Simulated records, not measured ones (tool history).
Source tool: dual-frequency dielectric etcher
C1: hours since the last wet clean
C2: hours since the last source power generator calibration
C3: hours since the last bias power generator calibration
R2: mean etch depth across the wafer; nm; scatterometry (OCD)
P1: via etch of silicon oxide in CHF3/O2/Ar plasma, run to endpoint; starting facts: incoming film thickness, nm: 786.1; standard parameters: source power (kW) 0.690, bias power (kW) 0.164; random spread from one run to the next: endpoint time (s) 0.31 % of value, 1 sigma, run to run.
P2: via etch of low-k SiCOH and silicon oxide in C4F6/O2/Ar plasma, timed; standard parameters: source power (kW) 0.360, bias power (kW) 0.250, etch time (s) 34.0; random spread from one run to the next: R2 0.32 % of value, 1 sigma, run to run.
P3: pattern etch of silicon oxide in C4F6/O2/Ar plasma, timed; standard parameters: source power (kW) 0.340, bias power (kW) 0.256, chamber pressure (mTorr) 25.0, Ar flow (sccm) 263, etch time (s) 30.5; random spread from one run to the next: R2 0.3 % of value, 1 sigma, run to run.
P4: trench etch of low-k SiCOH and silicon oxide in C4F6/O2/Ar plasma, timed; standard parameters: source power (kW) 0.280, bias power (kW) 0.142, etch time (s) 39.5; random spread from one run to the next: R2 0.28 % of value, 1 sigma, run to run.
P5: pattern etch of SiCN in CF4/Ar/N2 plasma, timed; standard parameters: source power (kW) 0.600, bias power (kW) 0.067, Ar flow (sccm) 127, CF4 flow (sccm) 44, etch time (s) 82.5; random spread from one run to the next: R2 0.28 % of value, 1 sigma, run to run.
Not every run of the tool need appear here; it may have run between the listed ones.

Run 1, hour 4.8: process that ran P1, source power (kW) 0.690, bias power (kW) 0.164; C1 384.9; C2 1286.1; C3 745.5. Result: endpoint time (s) 381.48.
Run 2, hour 10.6: process that ran P3, source power (kW) 0.340, bias power (kW) 0.256, chamber pressure (mTorr) 25.0, Ar flow (sccm) 263, etch time (s) 30.5; C1 390.7; C2 1291.9; C3 751.3. Result: R2 101.660 nm.
Run 3, hour 16.6: process that ran P1, source power (kW) 0.690, bias power (kW) 0.164; C1 396.7; C2 1297.9; C3 757.3. Result: endpoint time (s) 381.91.
Run 4, hour 25.1: process that ran P3, source power (kW) 0.340, bias power (kW) 0.256, chamber pressure (mTorr) 25.0, Ar flow (sccm) 203, etch time (s) 30.5; C1 405.2; C2 1306.4; C3 765.8. Result: R2 104.850 nm.
Run 5, hour 31.9: process that ran P1, source power (kW) 0.430, bias power (kW) 0.210; C1 412.0; C2 1313.2; C3 772.6. Result: endpoint time (s) 421.90.
Run 6, hour 37.0: process that ran P5, source power (kW) 0.600, bias power (kW) 0.067, Ar flow (sccm) 127, etch time (s) 82.5, CF4 flow (sccm) 44; C1 417.1; C2 1318.3; C3 777.7. Result: R2 80.488 nm.
Run 7, hour 45.2: process that ran P4, source power (kW) 0.280, bias power (kW) 0.084, etch time (s) 39.5; C1 425.3; C2 1326.5; C3 785.9. Result: R2 88.991 nm.
Run 8, hour 53.8: process that ran P3, source power (kW) 0.420, bias power (kW) 0.256, chamber pressure (mTorr) 25.0, Ar flow (sccm) 263, etch time (s) 30.5; C1 433.9; C2 1335.1; C3 794.5. Result: R2 110.410 nm.
Run 9, hour 61.0: process that ran P1, source power (kW) 0.910, bias power (kW) 0.164; C1 441.1; C2 1342.3; C3 801.7. Result: endpoint time (s) 342.43.
Run 10, hour 70.5: process that ran P1, source power (kW) 0.690, bias power (kW) 0.200; C1 450.6; C2 1351.8; C3 811.2. Result: endpoint time (s) 357.55.
Run 11, hour 79.5: process that ran P4, source power (kW) 0.280, bias power (kW) 0.142, etch time (s) 39.5; C1 459.6; C2 1360.8; C3 820.2. Result: R2 102.810 nm.
Run 12, hour 84.0: process that ran P1, source power (kW) 0.690, bias power (kW) 0.164; C1 464.1; C2 1365.3; C3 824.7. Result: endpoint time (s) 378.93.
Run 13, hour 89.1: process that ran P2, source power (kW) 0.360, bias power (kW) 0.250, etch time (s) 43.5; C1 469.2; C2 1370.4; C3 829.8. Result: R2 109.690 nm.
Run 14, hour 94.1: process that ran P5, source power (kW) 0.600, bias power (kW) 0.040, Ar flow (sccm) 127, etch time (s) 82.5, CF4 flow (sccm) 44; C1 474.2; C2 1375.4; C3 834.8. Result: R2 66.855 nm.
Run 15, hour 101.6: process that ran P3, source power (kW) 0.340, bias power (kW) 0.256, chamber pressure (mTorr) 29.5, Ar flow (sccm) 263, etch time (s) 30.5; C1 481.7; C2 1382.9; C3 842.3. Result: R2 99.466 nm.
Run 16, hour 110.6: process that ran P3, source power (kW) 0.340, bias power (kW) 0.256, chamber pressure (mTorr) 25.0, Ar flow (sccm) 263, etch time (s) 23.5; C1 490.7; C2 1391.9; C3 851.3. Result: R2 78.488 nm.
Run 17, hour 117.1: process that ran P5, source power (kW) 0.480, bias power (kW) 0.067, Ar flow (sccm) 127, etch time (s) 82.5, CF4 flow (sccm) 44; C1 497.2; C2 1398.4; C3 857.8. Result: R2 66.645 nm.
Run 18, hour 123.2: process that ran P5, source power (kW) 0.600, bias power (kW) 0.067, Ar flow (sccm) 153, etch time (s) 82.5, CF4 flow (sccm) 44; C1 503.3; C2 1404.5; C3 863.9. Result: R2 78.011 nm.
Run 19, hour 129.6: process that ran P5, source power (kW) 0.600, bias power (kW) 0.067, Ar flow (sccm) 127, etch time (s) 118.5, CF4 flow (sccm) 44; C1 509.7; C2 1410.9; C3 870.3. Result: R2 115.720 nm.
Run 20, hour 137.6: process that ran P5, source power (kW) 0.600, bias power (kW) 0.067, Ar flow (sccm) 127, etch time (s) 82.5, CF4 flow (sccm) 62; C1 517.7; C2 1418.9; C3 878.3. Result: R2 85.210 nm.
Run 21, hour 145.4: process that ran P4, source power (kW) 0.390, bias power (kW) 0.142, etch time (s) 39.5; C1 525.5; C2 1426.7; C3 886.1. Result: R2 117.310 nm.
Run 22, hour 153.0: process that ran P2, source power (kW) 0.430, bias power (kW) 0.250, etch time (s) 34.0; C1 533.1; C2 1434.3; C3 893.7. Result: R2 91.605 nm.
Run 23, hour 162.8: process that ran P1, source power (kW) 0.690, bias power (kW) 0.164; C1 542.9; C2 1444.1; C3 903.5. Result: endpoint time (s) 382.95.
Run 24, hour 170.4: process that ran P1, source power (kW) 0.690, bias power (kW) 0.164; C1 550.5; C2 1451.7; C3 911.1. Result: endpoint time (s) 380.32.
Run 25, hour 176.0: process that ran P3, source power (kW) 0.340, bias power (kW) 0.256, chamber pressure (mTorr) 25.0, Ar flow (sccm) 263, etch time (s) 30.5; C1 556.1; C2 1457.3; C3 916.7. Result: R2 101.850 nm.
Run 26, hour 183.6: process that ran P4, source power (kW) 0.280, bias power (kW) 0.142, etch time (s) 54.5; C1 563.7; C2 1464.9; C3 924.3. Result: R2 142.040 nm.
Run 27, hour 190.8: process that ran P2, source power (kW) 0.360, bias power (kW) 0.250, etch time (s) 34.0; C1 570.9; C2 1472.1; C3 931.5. Result: R2 85.566 nm.
Run 28, hour 199.0: process that ran P5, source power (kW) 0.600, bias power (kW) 0.067, Ar flow (sccm) 127, etch time (s) 82.5, CF4 flow (sccm) 44; C1 579.1; C2 1480.3; C3 939.7. Result: R2 80.838 nm.

Forecast run 29:
Run 29, hour 206.7: process that ran P3, source power (kW) 0.340, bias power (kW) 0.346, chamber pressure (mTorr) 25.0, Ar flow (sccm) 263, etch time (s) 30.5; C1 586.8; C2 1488.0; C3 947.4. Result: R2 ?.

Run 29 came out at R2 113.350 nm.
